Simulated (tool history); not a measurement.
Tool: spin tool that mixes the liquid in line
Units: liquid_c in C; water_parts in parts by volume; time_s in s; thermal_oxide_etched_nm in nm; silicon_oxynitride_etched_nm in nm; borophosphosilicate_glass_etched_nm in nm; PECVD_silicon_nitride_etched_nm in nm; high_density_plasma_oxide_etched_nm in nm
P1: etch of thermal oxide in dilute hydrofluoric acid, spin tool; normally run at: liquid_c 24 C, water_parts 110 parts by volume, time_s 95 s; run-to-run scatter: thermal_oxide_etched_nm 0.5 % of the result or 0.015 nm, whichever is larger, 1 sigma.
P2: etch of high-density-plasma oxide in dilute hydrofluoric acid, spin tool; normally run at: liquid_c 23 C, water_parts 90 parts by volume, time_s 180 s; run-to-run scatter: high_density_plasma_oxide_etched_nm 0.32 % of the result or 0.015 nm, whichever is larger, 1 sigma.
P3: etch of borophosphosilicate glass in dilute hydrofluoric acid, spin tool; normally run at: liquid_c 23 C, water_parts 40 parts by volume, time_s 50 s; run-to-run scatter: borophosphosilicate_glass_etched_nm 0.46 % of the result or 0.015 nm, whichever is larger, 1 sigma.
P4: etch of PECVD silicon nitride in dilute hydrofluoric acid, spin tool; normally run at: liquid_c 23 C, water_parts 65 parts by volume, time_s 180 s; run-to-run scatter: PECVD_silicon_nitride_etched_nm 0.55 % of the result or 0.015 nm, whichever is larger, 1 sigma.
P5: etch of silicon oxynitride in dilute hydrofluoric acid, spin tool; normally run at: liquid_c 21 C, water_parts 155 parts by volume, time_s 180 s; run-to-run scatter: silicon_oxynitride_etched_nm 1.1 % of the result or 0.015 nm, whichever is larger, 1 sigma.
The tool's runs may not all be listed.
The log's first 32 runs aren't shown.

| run | hour | process | liquid_c | water_parts | time_s | thermal_oxide_etched_nm | silicon_oxynitride_etched_nm | borophosphosilicate_glass_etched_nm | PECVD_silicon_nitride_etched_nm | high_density_plasma_oxide_etched_nm |
|---|---|---|---|---|---|---|---|---|---|---|
| 33 | 288 | P2 | 23 | 90 | 180 |  |  |  |  | 10.033 |
| 34 | 299.4 | P1 | 24 | 110 | 95 | 4.2416 |  |  |  |  |
| 35 | 310.8 | P1 | 24 | 110 | 95 | 4.3993 |  |  |  |  |
| 36 | 318.9 | P1 | 24 | 110 | 95 | 4.3622 |  |  |  |  |
| 37 | 327 | P1 | 24 | 110 | 95 | 4.447 |  |  |  |  |
| 38 | 339.5 | P1 | 24 | 110 | 95 | 4.4592 |  |  |  |  |
| 39 | 345 | P1 | 24 | 110 | 95 | 4.469 |  |  |  |  |
| 40 | 356.2 | P1 | 24 | 110 | 95 | 4.4872 |  |  |  |  |

Forecast run 41:
| 41 | 362.4 | P1 | 24 | 110 | 95 | ? |  |  |  |  |

{"run 41": {"thermal_oxide_etched_nm": 4.4842}}
